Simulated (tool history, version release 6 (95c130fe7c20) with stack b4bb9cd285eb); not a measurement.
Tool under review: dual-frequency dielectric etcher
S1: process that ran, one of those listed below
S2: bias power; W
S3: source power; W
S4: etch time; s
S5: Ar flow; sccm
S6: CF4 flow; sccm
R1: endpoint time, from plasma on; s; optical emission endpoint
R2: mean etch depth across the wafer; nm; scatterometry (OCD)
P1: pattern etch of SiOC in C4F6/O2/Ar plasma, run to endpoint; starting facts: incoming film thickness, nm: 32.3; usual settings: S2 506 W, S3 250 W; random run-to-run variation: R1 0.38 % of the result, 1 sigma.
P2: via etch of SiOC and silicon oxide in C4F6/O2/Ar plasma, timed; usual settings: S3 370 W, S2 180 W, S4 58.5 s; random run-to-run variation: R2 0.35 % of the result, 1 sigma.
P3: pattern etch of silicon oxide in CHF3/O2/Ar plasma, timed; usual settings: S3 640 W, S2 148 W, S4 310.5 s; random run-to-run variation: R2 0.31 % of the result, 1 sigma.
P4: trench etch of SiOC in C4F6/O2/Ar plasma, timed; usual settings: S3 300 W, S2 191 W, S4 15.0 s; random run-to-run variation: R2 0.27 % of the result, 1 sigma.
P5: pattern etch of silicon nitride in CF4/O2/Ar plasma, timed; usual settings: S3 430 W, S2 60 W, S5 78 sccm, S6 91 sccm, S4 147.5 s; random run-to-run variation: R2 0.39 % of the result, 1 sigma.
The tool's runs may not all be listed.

run   hour  S1   S2   S3     S4  S5  S6      R1       R2
  1    7.9  P1  506  250                 12.497
  2   15.7  P2  251  370   58.5                   73.149
  3   22.9  P4  119  300   15.0                   25.336
  4   35.4  P3  148  640  310.5                  599.090
  5   44.6  P5   60  430  196.5  78  91          350.810
  6   52.3  P2  180  370   35.0                   38.960
  7   62.0  P2  180  460   58.5                   71.297
  8   71.2  P3  148  820  310.5                  657.630
  9   83.3  P2  180  370   58.5                   65.576
 10   93.9  P1  506  250                 12.490
 11  104.4  P1  701  310                 10.169
 12  112.0  P2  180  370   58.5                   65.398
 13  123.8  P1  506  250                 12.451
 14  134.6  P5   83  430  147.5  78  91          299.680
 15  142.1  P3  191  640  310.5                  646.700
 16  151.7  P1  506  250                 12.410
 17  159.9  P1  506  250                 12.473
 18  165.7  P1  506  300                 11.592
 19  171.9  P1  377  200                 15.111
 20  183.3  P3  148  640  171.0                  331.210
 21  195.6  P5   60  270  147.5  78  91          176.820
 22  203.0  P1  336  250                 14.491
 23  212.5  P1  695  250                 11.021
 24  224.0  P4  191  300   15.0                   29.152
 25  231.0  P5   60  430  147.5  78  72          258.140
 26  241.2  P4  191  300   20.5                   39.956
 27  251.7  P1  506  170                 14.357
 28  260.2  P4  191  210   15.0                   25.458
 29  266.4  P5   60  430  147.5  78  91          264.550
 30  278.1  P5   60  430  147.5  58  91          272.340
 31  288.5  P1  506  250                 12.446
 32  300.0  P1  506  250                 12.466
 33  310.6  P1  506  250                 12.697
 34  317.3  P1  506  250                 12.646
 35  325.8  P1  506  250                 12.707
 36  331.8  P1  506  250                 12.688
 37  343.8  P1  506  250                 12.708
     355.1  -- wet clean of the chamber
 38  356.2  P1  506  250                 12.669
 39  366.7  P1  506  250                 12.717
 40  372.1  P1  506  250                 12.740
 41  378.5  P1  506  250                 12.694

P1 no longer gives what it gave before; its output has crept away from where it was. The following 2 causes, each at its listed size, fit the log equally well:
A: bias power that arrives under what is set, % = 4.8
B: source power that arrives under what is set, % = 5
Creep in the process output first set in at about hour 288.5.
Other possible causes, and why each is ruled out:
chamber walls in a state that lowers the etch rate, %: was serviced at hour 355.1, once the creep was under way, yet the earlier output never came back

Of the 4 check runs below, each run on 2 wafers with the results averaged and each result still a question mark, which one would tell the listed causes apart?
check 1  384.9  P5   60  430  147.5  78  91       ?
check 2  384.9  P2  180  370   58.5               ?
check 3  384.9  P4  191  300   15.0               ?
check 4  384.9  P3  148  640  310.5               ?

Expected result of each check under each candidate cause:
  check  result     if A     if B
check 1      R2  259.210  252.640
check 2      R2   64.354   64.098
check 3      R2   28.784   28.676
check 4      R2  587.350  584.910
How far apart the two closest causes lie, in the result that separates them most: check 1 2.57 %; check 2 0.4 %; check 3 0.37 %; check 4 0.42 %
Only in check 1 would the causes give clearly different results; in the remaining checks their results would be nearly the same.

Check 1 was carried out, with these results: R2 252.460 nm. Which of the listed causes is responsible?

It is B: source power that arrives under what is set, %.

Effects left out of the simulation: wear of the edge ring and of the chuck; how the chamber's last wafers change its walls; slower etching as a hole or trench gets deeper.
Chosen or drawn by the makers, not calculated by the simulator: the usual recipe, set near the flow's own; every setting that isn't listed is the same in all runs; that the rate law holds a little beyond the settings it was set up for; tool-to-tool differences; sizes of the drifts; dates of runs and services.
